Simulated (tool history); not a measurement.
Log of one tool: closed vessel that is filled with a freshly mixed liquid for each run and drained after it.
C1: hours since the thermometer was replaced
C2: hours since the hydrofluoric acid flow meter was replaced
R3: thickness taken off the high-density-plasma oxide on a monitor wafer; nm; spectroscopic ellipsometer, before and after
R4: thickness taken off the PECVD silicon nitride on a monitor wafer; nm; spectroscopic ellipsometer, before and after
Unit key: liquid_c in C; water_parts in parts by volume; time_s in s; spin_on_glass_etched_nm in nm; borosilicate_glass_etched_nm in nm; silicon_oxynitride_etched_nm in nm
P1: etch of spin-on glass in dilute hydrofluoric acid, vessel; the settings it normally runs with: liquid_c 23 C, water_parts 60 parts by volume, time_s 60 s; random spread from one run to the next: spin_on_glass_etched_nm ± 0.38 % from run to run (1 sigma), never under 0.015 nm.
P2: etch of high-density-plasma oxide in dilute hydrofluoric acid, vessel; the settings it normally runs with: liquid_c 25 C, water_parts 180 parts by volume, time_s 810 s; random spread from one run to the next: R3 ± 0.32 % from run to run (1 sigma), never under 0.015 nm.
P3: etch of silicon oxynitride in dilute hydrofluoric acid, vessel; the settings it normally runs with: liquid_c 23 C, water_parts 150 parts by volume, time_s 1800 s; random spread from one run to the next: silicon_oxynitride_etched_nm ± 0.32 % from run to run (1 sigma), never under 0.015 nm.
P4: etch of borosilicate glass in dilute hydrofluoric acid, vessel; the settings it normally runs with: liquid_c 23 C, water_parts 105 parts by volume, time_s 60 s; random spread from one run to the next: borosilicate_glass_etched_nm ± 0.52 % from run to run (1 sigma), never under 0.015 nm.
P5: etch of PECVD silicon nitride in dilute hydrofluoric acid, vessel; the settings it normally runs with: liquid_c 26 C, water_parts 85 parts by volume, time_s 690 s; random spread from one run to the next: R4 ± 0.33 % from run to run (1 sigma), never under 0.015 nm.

Run 1, hour 8.6: process P1, liquid_c 23 C, water_parts 60 parts by volume, time_s 60 s; C1 564.1; C2 802.2. Result: spin_on_glass_etched_nm 22.742 nm.
Run 2, hour 18.6: process P4, liquid_c 17 C, water_parts 105 parts by volume, time_s 60 s; C1 574.1; C2 812.2. Result: borosilicate_glass_etched_nm 10.672 nm.
Run 3, hour 26.3: process P1, liquid_c 23 C, water_parts 25 parts by volume, time_s 30 s; C1 581.8; C2 819.9. Result: spin_on_glass_etched_nm 28.487 nm.
Run 4, hour 37.3: process P2, liquid_c 25 C, water_parts 180 parts by volume, time_s 1320 s; C1 592.8; C2 830.9. Result: R3 51.735 nm.
Run 5, hour 46.4: process P1, liquid_c 17.5 C, water_parts 60 parts by volume, time_s 60 s; C1 601.9; C2 840. Result: spin_on_glass_etched_nm 17.965 nm.
Run 6, hour 56.1: process P2, liquid_c 25 C, water_parts 180 parts by volume, time_s 810 s; C1 611.6; C2 849.7. Result: R3 31.937 nm.
Run 7, hour 64.3: process P5, liquid_c 33 C, water_parts 85 parts by volume, time_s 690 s; C1 619.8; C2 857.9. Result: R4 24.153 nm.
Run 8, hour 71.2: process P5, liquid_c 26 C, water_parts 85 parts by volume, time_s 140 s; C1 626.7; C2 864.8. Result: R4 3.1694 nm.
Run 9, hour 77.8: process P1, liquid_c 23 C, water_parts 60 parts by volume, time_s 60 s; C1 633.3; C2 871.4. Result: spin_on_glass_etched_nm 22.798 nm.
Run 10, hour 88.8: process P2, liquid_c 31 C, water_parts 180 parts by volume, time_s 810 s; C1 644.3; C2 882.4. Result: R3 39.368 nm.
Run 11, hour 94.3: process P1, liquid_c 23 C, water_parts 60 parts by volume, time_s 60 s; C1 649.8; C2 887.9. Result: spin_on_glass_etched_nm 22.795 nm.
Run 12, hour 99.7: process P1, liquid_c 23 C, water_parts 30 parts by volume, time_s 60 s; C1 655.2; C2 893.3. Result: spin_on_glass_etched_nm 47.574 nm.
Run 13, hour 109.2: process P1, liquid_c 23 C, water_parts 60 parts by volume, time_s 60 s; C1 664.7; C2 902.8. Result: spin_on_glass_etched_nm 22.66 nm.
Run 14, hour 115.8: process P3, liquid_c 23 C, water_parts 150 parts by volume, time_s 30 s; C1 671.3; C2 909.4. Result: silicon_oxynitride_etched_nm 0.25656 nm.
Run 15, hour 121.3: process P1, liquid_c 19.5 C, water_parts 85 parts by volume, time_s 60 s; C1 676.8; C2 914.9. Result: spin_on_glass_etched_nm 13.522 nm.
Run 16, hour 131.8: process P1, liquid_c 23 C, water_parts 85 parts by volume, time_s 60 s; C1 687.3; C2 925.4. Result: spin_on_glass_etched_nm 15.477 nm.
Run 17, hour 141.5: process P5, liquid_c 26 C, water_parts 150 parts by volume, time_s 690 s; C1 697; C2 935.1. Result: R4 8.8378 nm.
Run 18, hour 148.1: process P3, liquid_c 23 C, water_parts 150 parts by volume, time_s 1800 s; C1 703.6; C2 941.7. Result: silicon_oxynitride_etched_nm 15.691 nm.
Run 19, hour 159.1: process P5, liquid_c 26 C, water_parts 85 parts by volume, time_s 690 s; C1 714.6; C2 952.7. Result: R4 15.44 nm.
Run 20, hour 164: process P1, liquid_c 23 C, water_parts 60 parts by volume, time_s 60 s; C1 719.5; C2 957.6. Result: spin_on_glass_etched_nm 22.514 nm.
Run 21, hour 172.9: process P3, liquid_c 31.5 C, water_parts 150 parts by volume, time_s 1800 s; C1 728.4; C2 966.5. Result: silicon_oxynitride_etched_nm 22.978 nm.
Run 22, hour 179.9: process P2, liquid_c 25 C, water_parts 50 parts by volume, time_s 810 s; C1 735.4; C2 973.5. Result: R3 134.58 nm.
Run 23, hour 190.5: process P3, liquid_c 23 C, water_parts 275 parts by volume, time_s 1800 s; C1 746; C2 984.1. Result: silicon_oxynitride_etched_nm 7.8423 nm.
Run 24, hour 200: process P4, liquid_c 23 C, water_parts 105 parts by volume, time_s 60 s; C1 755.5; C2 993.6. Result: borosilicate_glass_etched_nm 13.722 nm.
At hour 201.7: thermometer replaced.
Run 25, hour 206.8: process P1, liquid_c 23 C, water_parts 60 parts by volume, time_s 30 s; C1 5.1; C2 1000.4. Result: spin_on_glass_etched_nm 11.291 nm.
Run 26, hour 212.7: process P1, liquid_c 23 C, water_parts 60 parts by volume, time_s 115 s; C1 11; C2 1006.3. Result: spin_on_glass_etched_nm 43.518 nm.
Run 27, hour 218: process P4, liquid_c 23 C, water_parts 105 parts by volume, time_s 115 s; C1 16.3; C2 1011.6. Result: borosilicate_glass_etched_nm 26.321 nm.
Run 28, hour 223.6: process P1, liquid_c 29.5 C, water_parts 60 parts by volume, time_s 60 s; C1 21.9; C2 1017.2. Result: spin_on_glass_etched_nm 29.495 nm.
Run 29, hour 232.3: process P1, liquid_c 23 C, water_parts 20 parts by volume, time_s 30 s; C1 30.6; C2 1025.9. Result: spin_on_glass_etched_nm 35.82 nm.
Run 30, hour 241.4: process P4, liquid_c 23 C, water_parts 30 parts by volume, time_s 60 s; C1 39.7; C2 1035. Result: borosilicate_glass_etched_nm 53.146 nm.

Estimate the outcome of run 31 from the log above:
Run 31, hour 246.5: process P1, liquid_c 23 C, water_parts 60 parts by volume, time_s 60 s; C1 44.8; C2 1040.1. Result: spin_on_glass_etched_nm ?.

{"run 31": {"spin_on_glass_etched_nm": 22.736}}
